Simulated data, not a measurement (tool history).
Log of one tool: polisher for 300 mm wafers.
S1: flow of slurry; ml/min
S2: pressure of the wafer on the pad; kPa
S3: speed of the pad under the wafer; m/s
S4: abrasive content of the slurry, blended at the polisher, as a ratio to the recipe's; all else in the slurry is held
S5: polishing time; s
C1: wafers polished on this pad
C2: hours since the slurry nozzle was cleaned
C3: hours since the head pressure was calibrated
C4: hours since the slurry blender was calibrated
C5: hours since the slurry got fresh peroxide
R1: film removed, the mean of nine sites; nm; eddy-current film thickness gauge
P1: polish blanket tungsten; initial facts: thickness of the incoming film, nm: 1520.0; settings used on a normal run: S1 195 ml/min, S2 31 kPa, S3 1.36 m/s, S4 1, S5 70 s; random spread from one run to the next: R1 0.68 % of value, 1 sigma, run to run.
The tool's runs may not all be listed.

| run | hour | S1 | S2 | S3 | S4 | S5 | C1 | C2 | C3 | C4 | C5 | R1 |
|---|---|---|---|---|---|---|---|---|---|---|---|---|
| 1 | 16.4 | 195 | 31 | 1.36 | 1 | 70 | 630 | 426.5 | 217.9 | 51.7 | 161.9 | 537.21 |
| 2 | 32.5 | 195 | 31 | 1.36 | 1.3 | 70 | 755 | 442.6 | 234 | 67.8 | 178 | 566.89 |
| 3 | 45.6 | 195 | 31 | 1.36 | 0.5 | 70 | 856 | 455.7 | 247.1 | 80.9 | 191.1 | 452.2 |
| 4 | 59 | 195 | 13.8 | 1.36 | 1 | 70 | 960 | 469.1 | 260.5 | 94.3 | 204.5 | 237.85 |
| 5 | 68.1 | 195 | 31 | 1.74 | 1 | 70 | 1030 | 478.2 | 269.6 | 103.4 | 213.6 | 693.07 |
| 6 | 78.7 | 195 | 31 | 1.36 | 1 | 97 | 1112 | 488.8 | 280.2 | 114 | 224.2 | 740.53 |
| 7 | 87.1 | 310 | 31 | 1.36 | 1 | 70 | 1177 | 497.2 | 288.6 | 122.4 | 232.6 | 562.51 |
| 8 | 103.5 | 195 | 46.2 | 1.36 | 1 | 70 | 1304 | 513.6 | 305 | 138.8 | 249 | 788.19 |
| 9 | 112.4 | 195 | 31 | 1.36 | 1 | 70 | 1373 | 522.5 | 313.9 | 147.7 | 257.9 | 532.35 |
| 10 | 128.6 | 195 | 31 | 1.36 | 1 | 70 | 1499 | 538.7 | 330.1 | 163.9 | 274.1 | 537.11 |
| 11 | 142.1 | 195 | 31 | 1.36 | 1 | 70 | 1603 | 552.2 | 343.6 | 177.4 | 287.6 | 524.1 |
|  | 150.9 | worn pad replaced by a new one |
| 12 | 158.2 | 195 | 31 | 1 | 1 | 70 | 57 | 568.3 | 359.7 | 193.5 | 303.7 | 388.91 |
| 13 | 169.5 | 195 | 23.4 | 1.36 | 1 | 50 | 144 | 579.6 | 371 | 204.8 | 315 | 289.22 |
| 14 | 176.8 | 195 | 31 | 1.36 | 1 | 50 | 201 | 586.9 | 378.3 | 212.1 | 322.3 | 380.87 |
| 15 | 188.8 | 115 | 31 | 1.36 | 1 | 70 | 294 | 598.9 | 390.3 | 224.1 | 334.3 | 485.13 |
| 16 | 202.8 | 195 | 31 | 1.36 | 1 | 70 | 402 | 612.9 | 404.3 | 238.1 | 348.3 | 534.92 |
| 17 | 215.4 | 195 | 31 | 1.36 | 1 | 70 | 500 | 625.5 | 416.9 | 250.7 | 360.9 | 536.48 |
| 18 | 223.1 | 195 | 31 | 1.36 | 1 | 70 | 559 | 633.2 | 424.6 | 258.4 | 368.6 | 530.18 |
| 19 | 236.6 | 195 | 31 | 1.36 | 1 | 70 | 664 | 646.7 | 438.1 | 271.9 | 382.1 | 519.07 |
| 20 | 247.8 | 195 | 31 | 1.36 | 1 | 70 | 751 | 657.9 | 449.3 | 283.1 | 393.3 | 511.77 |
| 21 | 254.9 | 195 | 31 | 1.36 | 1 | 70 | 806 | 665 | 456.4 | 290.2 | 400.4 | 509.79 |
| 22 | 267.1 | 195 | 31 | 1.36 | 1 | 70 | 900 | 677.2 | 468.6 | 302.4 | 412.6 | 493.83 |
|  | 269.3 | head pressure recalibrated |
|  | 275.7 | slurry tank refilled with fresh slurry and peroxide |
| 23 | 281.7 | 195 | 31 | 1.36 | 1 | 70 | 1013 | 691.8 | 12.5 | 317 | 6 | 493.42 |
|  | 292.2 | worn pad replaced by a new one |
| 24 | 296.2 | 195 | 31 | 1.36 | 1 | 70 | 31 | 706.3 | 27 | 331.5 | 20.5 | 493.51 |

What does the tool deliver on the next run?
| 25 | 304.5 | 195 | 31 | 1.36 | 1 | 70 | 95 | 714.6 | 35.3 | 339.8 | 28.8 | ? |

R1: 490.98 nm
